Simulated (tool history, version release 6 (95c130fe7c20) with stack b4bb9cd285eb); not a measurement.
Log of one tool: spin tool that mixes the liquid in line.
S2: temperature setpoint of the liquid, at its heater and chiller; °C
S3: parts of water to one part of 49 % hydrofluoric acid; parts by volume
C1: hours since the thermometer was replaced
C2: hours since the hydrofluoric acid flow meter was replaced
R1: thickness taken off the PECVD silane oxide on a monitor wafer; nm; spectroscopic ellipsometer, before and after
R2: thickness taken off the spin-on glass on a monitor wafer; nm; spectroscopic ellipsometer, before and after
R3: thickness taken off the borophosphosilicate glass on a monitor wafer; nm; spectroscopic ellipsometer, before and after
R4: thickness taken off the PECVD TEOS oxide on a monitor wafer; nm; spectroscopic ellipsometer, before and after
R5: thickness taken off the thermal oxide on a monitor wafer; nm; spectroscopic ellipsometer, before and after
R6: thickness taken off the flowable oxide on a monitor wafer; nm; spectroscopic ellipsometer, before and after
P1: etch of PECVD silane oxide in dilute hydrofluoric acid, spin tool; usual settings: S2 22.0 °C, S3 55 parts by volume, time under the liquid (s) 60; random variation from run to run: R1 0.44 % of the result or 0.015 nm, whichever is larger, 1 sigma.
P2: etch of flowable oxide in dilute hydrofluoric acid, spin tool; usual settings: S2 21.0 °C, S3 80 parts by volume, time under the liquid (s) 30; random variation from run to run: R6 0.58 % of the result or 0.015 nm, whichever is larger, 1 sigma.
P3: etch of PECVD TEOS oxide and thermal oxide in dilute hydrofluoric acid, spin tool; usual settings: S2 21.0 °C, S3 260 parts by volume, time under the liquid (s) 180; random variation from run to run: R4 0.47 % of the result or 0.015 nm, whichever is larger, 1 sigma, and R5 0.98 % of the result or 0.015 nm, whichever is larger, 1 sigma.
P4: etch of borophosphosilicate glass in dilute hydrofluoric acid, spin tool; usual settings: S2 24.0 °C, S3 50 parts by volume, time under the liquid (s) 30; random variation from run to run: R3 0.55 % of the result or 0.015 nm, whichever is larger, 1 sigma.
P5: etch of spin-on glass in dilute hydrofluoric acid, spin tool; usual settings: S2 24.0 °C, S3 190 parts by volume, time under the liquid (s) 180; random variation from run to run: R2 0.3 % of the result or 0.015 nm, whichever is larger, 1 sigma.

{"run": 1, "hour": 8.1, "process that ran": "P1", "S2": 22.0, "S3": 55, "time under the liquid (s)": 60, "C1": 585.3, "C2": 798.4, "R1": 37.303}
{"run": 2, "hour": 21.4, "process that ran": "P5", "S2": 24.0, "S3": 190, "time under the liquid (s)": 280, "C1": 598.6, "C2": 811.7, "R2": 41.52}
{"run": 3, "hour": 28.9, "process that ran": "P4", "S2": 17.0, "S3": 50, "time under the liquid (s)": 30, "C1": 606.1, "C2": 819.2, "R3": 22.062}
{"run": 4, "hour": 42.3, "process that ran": "P4", "S2": 24.0, "S3": 20, "time under the liquid (s)": 30, "C1": 619.5, "C2": 832.6, "R3": 77.65}
{"run": 5, "hour": 51.3, "process that ran": "P1", "S2": 22.0, "S3": 55, "time under the liquid (s)": 60, "C1": 628.5, "C2": 841.6, "R1": 37.257}
{"run": 6, "hour": 61.3, "process that ran": "P3", "S2": 21.0, "S3": 260, "time under the liquid (s)": 180, "C1": 638.5, "C2": 851.6, "R4": 9.0051, "R5": 2.5633}
{"run": 7, "hour": 71.0, "process that ran": "P2", "S2": 27.5, "S3": 80, "time under the liquid (s)": 30, "C1": 648.2, "C2": 861.3, "R6": 20.109}
{"run": 8, "hour": 83.2, "process that ran": "P2", "S2": 21.0, "S3": 80, "time under the liquid (s)": 15, "C1": 660.4, "C2": 873.5, "R6": 7.6685}
{"run": 9, "hour": 98.3, "process that ran": "P1", "S2": 17.0, "S3": 55, "time under the liquid (s)": 60, "C1": 675.5, "C2": 888.6, "R1": 30.017}
{"run": 10, "hour": 110.0, "process that ran": "P2", "S2": 21.0, "S3": 80, "time under the liquid (s)": 30, "C1": 687.2, "C2": 900.3, "R6": 15.196}
{"run": 11, "hour": 120.9, "process that ran": "P3", "S2": 21.0, "S3": 355, "time under the liquid (s)": 180, "C1": 698.1, "C2": 911.2, "R4": 6.0476, "R5": 1.74}
{"run": 12, "hour": 129.4, "process that ran": "P1", "S2": 22.0, "S3": 55, "time under the liquid (s)": 95, "C1": 706.6, "C2": 919.7, "R1": 58.833}
{"run": 13, "hour": 140.1, "process that ran": "P4", "S2": 24.0, "S3": 50, "time under the liquid (s)": 30, "C1": 717.3, "C2": 930.4, "R3": 29.623}
{"run": 14, "hour": 152.4, "process that ran": "P2", "S2": 21.0, "S3": 35, "time under the liquid (s)": 30, "C1": 729.6, "C2": 942.7, "R6": 36.857}
{"run": 15, "hour": 162.4, "process that ran": "P1", "S2": 17.0, "S3": 35, "time under the liquid (s)": 60, "C1": 739.6, "C2": 952.7, "R1": 48.228}
{"run": 16, "hour": 171.3, "process that ran": "P1", "S2": 22.0, "S3": 90, "time under the liquid (s)": 60, "C1": 748.5, "C2": 961.6, "R1": 21.6}
{"run": 17, "hour": 184.1, "process that ran": "P1", "S2": 22.0, "S3": 55, "time under the liquid (s)": 60, "C1": 761.3, "C2": 974.4, "R1": 37.346}
{"run": 18, "hour": 199.0, "process that ran": "P5", "S2": 17.0, "S3": 190, "time under the liquid (s)": 180, "C1": 776.2, "C2": 989.3, "R2": 20.154}
{"run": 19, "hour": 206.8, "process that ran": "P1", "S2": 22.0, "S3": 55, "time under the liquid (s)": 60, "C1": 784.0, "C2": 997.1, "R1": 36.991}
{"run": 20, "hour": 216.2, "process that ran": "P3", "S2": 29.0, "S3": 260, "time under the liquid (s)": 180, "C1": 793.4, "C2": 1006.5, "R4": 11.932, "R5": 3.3895}
{"run": 21, "hour": 223.4, "process that ran": "P1", "S2": 22.0, "S3": 30, "time under the liquid (s)": 60, "C1": 800.6, "C2": 1013.7, "R1": 70.309}
{"run": 22, "hour": 237.6, "process that ran": "P1", "S2": 27.5, "S3": 100, "time under the liquid (s)": 60, "C1": 814.8, "C2": 1027.9, "R1": 23.894}
{"run": 23, "hour": 244.5, "process that ran": "P4", "S2": 24.0, "S3": 50, "time under the liquid (s)": 15, "C1": 821.7, "C2": 1034.8, "R3": 14.723}
{"run": 24, "hour": 252.2, "process that ran": "P1", "S2": 29.5, "S3": 55, "time under the liquid (s)": 60, "C1": 829.4, "C2": 1042.5, "R1": 50.148}
{"run": 25, "hour": 264.2, "process that ran": "P3", "S2": 21.0, "S3": 260, "time under the liquid (s)": 85, "C1": 841.4, "C2": 1054.5, "R4": 4.251, "R5": 1.2246}
{"run": 26, "hour": 274.9, "process that ran": "P1", "S2": 22.0, "S3": 55, "time under the liquid (s)": 60, "C1": 852.1, "C2": 1065.2, "R1": 37.013}
{"run": 27, "hour": 286.9, "process that ran": "P1", "S2": 28.5, "S3": 55, "time under the liquid (s)": 95, "C1": 864.1, "C2": 1077.2, "R1": 76.413}
{"run": 28, "hour": 295.5, "process that ran": "P4", "S2": 24.0, "S3": 50, "time under the liquid (s)": 30, "C1": 872.7, "C2": 1085.8, "R3": 29.73}
{"run": 29, "hour": 307.6, "process that ran": "P1", "S2": 22.0, "S3": 55, "time under the liquid (s)": 60, "C1": 884.8, "C2": 1097.9, "R1": 37.114}
{"run": 30, "hour": 314.6, "process that ran": "P5", "S2": 24.0, "S3": 190, "time under the liquid (s)": 180, "C1": 891.8, "C2": 1104.9, "R2": 26.621}
{"run": 31, "hour": 326.1, "process that ran": "P5", "S2": 24.0, "S3": 190, "time under the liquid (s)": 180, "C1": 903.3, "C2": 1116.4, "R2": 26.43}
{"run": 32, "hour": 341.1, "process that ran": "P5", "S2": 24.0, "S3": 50, "time under the liquid (s)": 180, "C1": 918.3, "C2": 1131.4, "R2": 119.24}
{"run": 33, "hour": 350.5, "process that ran": "P1", "S2": 22.0, "S3": 55, "time under the liquid (s)": 35, "C1": 927.7, "C2": 1140.8, "R1": 21.611}
{"run": 34, "hour": 365.5, "process that ran": "P1", "S2": 22.0, "S3": 55, "time under the liquid (s)": 60, "C1": 942.7, "C2": 1155.8, "R1": 37.033}
{"run": 35, "hour": 372.4, "process that ran": "P1", "S2": 22.0, "S3": 55, "time under the liquid (s)": 60, "C1": 949.6, "C2": 1162.7, "R1": 36.779}
{"run": 36, "hour": 380.5, "process that ran": "P1", "S2": 22.0, "S3": 55, "time under the liquid (s)": 60, "C1": 957.7, "C2": 1170.8, "R1": 36.285}
{"run": 37, "hour": 395.4, "process that ran": "P1", "S2": 22.0, "S3": 55, "time under the liquid (s)": 60, "C1": 972.6, "C2": 1185.7, "R1": 35.168}
{"run": 38, "hour": 410.2, "process that ran": "P1", "S2": 22.0, "S3": 55, "time under the liquid (s)": 60, "C1": 987.4, "C2": 1200.5, "R1": 34.76}
{"run": 39, "hour": 422.5, "process that ran": "P1", "S2": 22.0, "S3": 55, "time under the liquid (s)": 60, "C1": 999.7, "C2": 1212.8, "R1": 34.703}
{"run": 40, "hour": 432.4, "process that ran": "P1", "S2": 22.0, "S3": 55, "time under the liquid (s)": 60, "C1": 1009.6, "C2": 1222.7, "R1": 34.134}
{"run": 41, "hour": 442.7, "process that ran": "P1", "S2": 22.0, "S3": 55, "time under the liquid (s)": 60, "C1": 1019.9, "C2": 1233.0, "R1": 34.401}
{"run": 42, "hour": 454.4, "process that ran": "P1", "S2": 22.0, "S3": 55, "time under the liquid (s)": 60, "C1": 1031.6, "C2": 1244.7, "R1": 34.497}
{"run": 43, "hour": 468.9, "process that ran": "P1", "S2": 22.0, "S3": 55, "time under the liquid (s)": 60, "C1": 1046.1, "C2": 1259.2, "R1": 33.874}
{"run": 44, "hour": 483.6, "process that ran": "P1", "S2": 22.0, "S3": 55, "time under the liquid (s)": 60, "C1": 1060.8, "C2": 1273.9, "R1": 33.945}

What P1 gives has crept away from where it was. These 2 causes fit the log equally well, each at the size given:
A: liquid colder than its thermometer reads (K) = 2.07
B: hydrofluoric acid flow below the setpoint (%) = 7.77
The creep began at about hour 372.4.

4 check runs are offered, each on 2 wafers whose results are averaged, their results left as question marks. Which one tells the causes apart?
{"run": "check 1", "hour": 498.3, "process that ran": "P3", "S2": 27.5, "S3": 260, "time under the liquid (s)": 180, "R4": "?", "R5": "?"}
{"run": "check 2", "hour": 498.3, "process that ran": "P5", "S2": 17.5, "S3": 125, "time under the liquid (s)": 180, "R2": "?"}
{"run": "check 3", "hour": 498.3, "process that ran": "P4", "S2": 17.0, "S3": 50, "time under the liquid (s)": 30, "R3": "?"}
{"run": "check 4", "hour": 498.3, "process that ran": "P2", "S2": 21.0, "S3": 55, "time under the liquid (s)": 30, "R6": "?"}

What each check would give under each cause:
check=check_1 result=R4 if_A=10.5540 if_B=10.2120
check=check_1 result=R5 if_A=3.0259 if_B=2.9278
check=check_2 result=R2 if_A=30.729 if_B=30.576
check=check_3 result=R3 if_A=20.135 if_B=20.240
check=check_4 result=R6 if_A=21.1450 if_B=21.1700
How far apart the two closest causes lie, in the result that separates them most: check 1 3.29 %; check 2 0.5 %; check 3 0.52 %; check 4 0.12 %
Only check 1 tells the causes apart: in the others they would give nearly the same result.

Then check 1 was run and gave: R4 10.5570 nm; R5 3.0173 nm. Which cause is it?

It is A: liquid colder than its thermometer reads (K).
